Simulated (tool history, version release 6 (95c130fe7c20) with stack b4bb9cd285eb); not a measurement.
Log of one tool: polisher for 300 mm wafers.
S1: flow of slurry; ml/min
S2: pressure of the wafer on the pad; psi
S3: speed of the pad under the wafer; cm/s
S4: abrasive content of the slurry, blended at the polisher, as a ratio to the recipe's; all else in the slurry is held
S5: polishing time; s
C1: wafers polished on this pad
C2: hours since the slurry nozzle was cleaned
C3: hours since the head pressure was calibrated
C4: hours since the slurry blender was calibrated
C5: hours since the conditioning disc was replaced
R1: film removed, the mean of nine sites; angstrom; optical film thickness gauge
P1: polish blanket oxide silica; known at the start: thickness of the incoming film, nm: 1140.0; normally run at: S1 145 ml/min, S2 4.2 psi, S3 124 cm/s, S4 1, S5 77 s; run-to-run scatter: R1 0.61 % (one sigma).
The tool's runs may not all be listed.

| run | hour | S1 | S2 | S3 | S4 | S5 | C1 | C2 | C3 | C4 | C5 | R1 |
|---|---|---|---|---|---|---|---|---|---|---|---|---|
| 1 | 5.6 | 145 | 4.2 | 124 | 1 | 77 | 366 | 158.8 | 706.4 | 116.7 | 43.9 | 2364.6 |
| 2 | 13.3 | 145 | 5.7 | 64 | 1 | 77 | 428 | 166.5 | 714.1 | 124.4 | 51.6 | 1888.6 |
| 3 | 18 | 145 | 4.2 | 88 | 1 | 77 | 466 | 171.2 | 718.8 | 129.1 | 56.3 | 1807.3 |
| 4 | 22.6 | 215 | 4.2 | 124 | 1 | 77 | 504 | 175.8 | 723.4 | 133.7 | 60.9 | 2477.1 |
| 5 | 28.4 | 145 | 1.9 | 124 | 1 | 77 | 551 | 181.6 | 729.2 | 139.5 | 66.7 | 1065.5 |
| 6 | 36.2 | 145 | 4.2 | 124 | 1 | 115 | 614 | 189.4 | 737 | 147.3 | 74.5 | 3541.7 |
| 7 | 41.5 | 145 | 4.2 | 124 | 1 | 35 | 657 | 194.7 | 742.3 | 152.6 | 79.8 | 1073.8 |
| 8 | 50.5 | 145 | 4.2 | 124 | 1.35 | 77 | 730 | 203.7 | 751.3 | 161.6 | 88.8 | 2705.9 |
| 9 | 55.4 | 145 | 4.2 | 124 | 1 | 77 | 770 | 208.6 | 756.2 | 166.5 | 93.7 | 2386.5 |
| 10 | 60.6 | 100 | 4.2 | 124 | 1 | 77 | 812 | 213.8 | 761.4 | 171.7 | 98.9 | 2200.6 |
| 11 | 65.8 | 145 | 4.2 | 124 | 1 | 77 | 855 | 219 | 766.6 | 176.9 | 104.1 | 2363.2 |
| 12 | 72.4 | 145 | 4.2 | 180 | 1.5 | 77 | 908 | 225.6 | 773.2 | 183.5 | 110.7 | 3763 |
| 13 | 79.7 | 145 | 4.2 | 124 | 1 | 77 | 968 | 232.9 | 780.5 | 190.8 | 118 | 2375.3 |
| 14 | 86.5 | 145 | 4.2 | 124 | 0.5 | 77 | 1023 | 239.7 | 787.3 | 197.6 | 124.8 | 1622.7 |
| 15 | 90.9 | 145 | 4.2 | 124 | 1 | 77 | 1059 | 244.1 | 791.7 | 202 | 129.2 | 2345.8 |
| 16 | 97.4 | 145 | 6.3 | 124 | 1 | 77 | 1111 | 250.6 | 798.2 | 208.5 | 135.7 | 3548.4 |
| 17 | 102.2 | 145 | 4.2 | 124 | 1 | 77 | 1150 | 255.4 | 803 | 213.3 | 140.5 | 2381.5 |
| 18 | 111.2 | 145 | 4.2 | 178 | 1 | 77 | 1224 | 264.4 | 812 | 222.3 | 149.5 | 3199.9 |
| 19 | 119.4 | 145 | 4.2 | 124 | 1 | 77 | 1290 | 272.6 | 820.2 | 230.5 | 157.7 | 2381.8 |
| 20 | 128.3 | 145 | 4.2 | 124 | 1 | 77 | 1362 | 281.5 | 829.1 | 239.4 | 166.6 | 2233.6 |
| 21 | 133.4 | 145 | 4.2 | 124 | 1 | 77 | 1404 | 286.6 | 834.2 | 244.5 | 171.7 | 2195.9 |
| 22 | 138.8 | 145 | 4.2 | 124 | 1 | 77 | 1448 | 292 | 839.6 | 249.9 | 177.1 | 2143 |
|  | 143.6 | head pressure recalibrated |
|  | 143.7 | conditioning disc replaced and pad reconditioned |
| 23 | 146.6 | 145 | 4.2 | 124 | 1 | 77 | 1511 | 299.8 | 3.1 | 257.7 | 2.9 | 2115.2 |
| 24 | 152.9 | 145 | 4.2 | 124 | 1 | 77 | 1562 | 306.1 | 9.4 | 264 | 9.2 | 2065.8 |
|  | 160.7 | slurry nozzle cleaned |
| 25 | 161 | 145 | 4.2 | 124 | 1 | 77 | 1628 | 0.3 | 17.5 | 272.1 | 17.3 | 2079 |
| 26 | 166.1 | 145 | 4.2 | 124 | 1 | 77 | 1670 | 5.4 | 22.6 | 277.2 | 22.4 | 2064.3 |
| 27 | 175 | 145 | 4.2 | 124 | 1 | 77 | 1742 | 14.3 | 31.5 | 286.1 | 31.3 | 2064.5 |
| 28 | 180.5 | 145 | 4.2 | 124 | 1 | 77 | 1787 | 19.8 | 37 | 291.6 | 36.8 | 2058.9 |

What P1 gives has crept away from where it was. These 2 causes fit the log equally well, each at the size given:
A: removal rate lost through wear of the pad, % = 12.8
B: abrasive missing from the slurry, % = 24.4
The creep began at about hour 119.4.
Why every other cause is out:
slurry flow missing at the pad, %: serviced at hour 160.7, which brought nothing back
head's pressure below its setpoint, %: serviced at hour 143.6, which brought nothing back
time polished since the conditioner stopped cutting, s: serviced at hour 143.7, which brought nothing back

4 check runs are offered, each on 2 wafers whose results are averaged, their results left as question marks. Which one tells the causes apart?
| check 1 | 186 | 145 | 3.3 | 148 | 1 | 77 |  |  |  |  |  | ? |
| check 2 | 186 | 145 | 2.7 | 124 | 1 | 77 |  |  |  |  |  | ? |
| check 3 | 186 | 115 | 4.2 | 124 | 0.55 | 77 |  |  |  |  |  | ? |
| check 4 | 186 | 210 | 6.1 | 124 | 1 | 77 |  |  |  |  |  | ? |

What each check would give under each cause:
| check | result | if A | if B |
|---|---|---|---|
| check 1 | R1 | 1865.9 | 1866 |
| check 2 | R1 | 1325.1 | 1325.2 |
| check 3 | R1 | 1434.2 | 1377 |
| check 4 | R1 | 3168 | 3168.2 |
How far apart the two closest causes lie, in the result that separates them most: check 1 0.01 %; check 2 0.01 %; check 3 4.07 %; check 4 0.01 %
Only check 3 tells the causes apart: in the others they would give nearly the same result.

Then check 3 was run and gave: R1 1373.8 angstrom. Which cause is it?

It is B: abrasive missing from the slurry, %.
